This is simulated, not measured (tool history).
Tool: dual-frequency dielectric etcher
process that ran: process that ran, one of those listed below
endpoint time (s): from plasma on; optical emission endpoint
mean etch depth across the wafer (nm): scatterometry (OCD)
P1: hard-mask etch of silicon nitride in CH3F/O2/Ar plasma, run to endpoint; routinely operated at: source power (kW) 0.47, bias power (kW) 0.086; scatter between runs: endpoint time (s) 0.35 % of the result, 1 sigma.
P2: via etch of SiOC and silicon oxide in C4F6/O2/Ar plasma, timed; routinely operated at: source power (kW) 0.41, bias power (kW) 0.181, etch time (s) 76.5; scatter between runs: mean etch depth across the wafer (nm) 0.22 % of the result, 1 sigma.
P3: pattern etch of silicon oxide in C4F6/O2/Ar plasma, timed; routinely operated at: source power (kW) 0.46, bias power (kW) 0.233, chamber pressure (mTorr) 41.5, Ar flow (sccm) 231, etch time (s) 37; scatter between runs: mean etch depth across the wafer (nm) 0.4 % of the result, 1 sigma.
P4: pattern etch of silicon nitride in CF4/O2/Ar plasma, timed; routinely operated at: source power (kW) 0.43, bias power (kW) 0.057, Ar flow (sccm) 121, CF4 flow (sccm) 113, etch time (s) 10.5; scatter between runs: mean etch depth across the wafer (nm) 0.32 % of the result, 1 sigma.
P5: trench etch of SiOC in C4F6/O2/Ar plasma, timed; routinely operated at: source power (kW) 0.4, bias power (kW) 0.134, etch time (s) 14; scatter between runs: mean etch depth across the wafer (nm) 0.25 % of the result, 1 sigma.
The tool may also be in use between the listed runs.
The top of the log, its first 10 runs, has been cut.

run	hour	process that ran	source power (kW)	bias power (kW)	etch time (s)	Ar flow (sccm)	CF4 flow (sccm)	chamber pressure (mTorr)	endpoint time (s)	mean etch depth across the wafer (nm)
11	45.8	P1	0.36	0.053					77.892	
12	51.4	P4	0.43	0.057	10.5	121	76			18.283
13	55.1	P1	0.33	0.117					61.242	
14	61.7	P4	0.43	0.057	12.5	121	113			22.936
15	67.1	P2	0.41	0.247	76.5					97.148
16	71.6	P2	0.54	0.181	76.5					97.384
17	77.2	P4	0.43	0.057	10.5	121	113			19.416
18	81.3	P2	0.41	0.181	113					129.12
19	85.4	P5	0.4	0.134	14					26.891
# hour 87.2: wet clean of the chamber
20	91	P1	0.47	0.113					53.933	
21	97.4	P1	0.67	0.086					52.417	
22	101.4	P5	0.4	0.134	7.5					14.407
23	108.3	P4	0.43	0.039	10.5	121	113			16.736
24	113.1	P1	0.31	0.086					69.415	
25	117.8	P5	0.4	0.191	14					30.014

The next listed run, before its measurement:
26	123.7	P3	0.46	0.233	37	231		41.5		?

{"run 26": {"mean etch depth across the wafer (nm)": 130.6}}
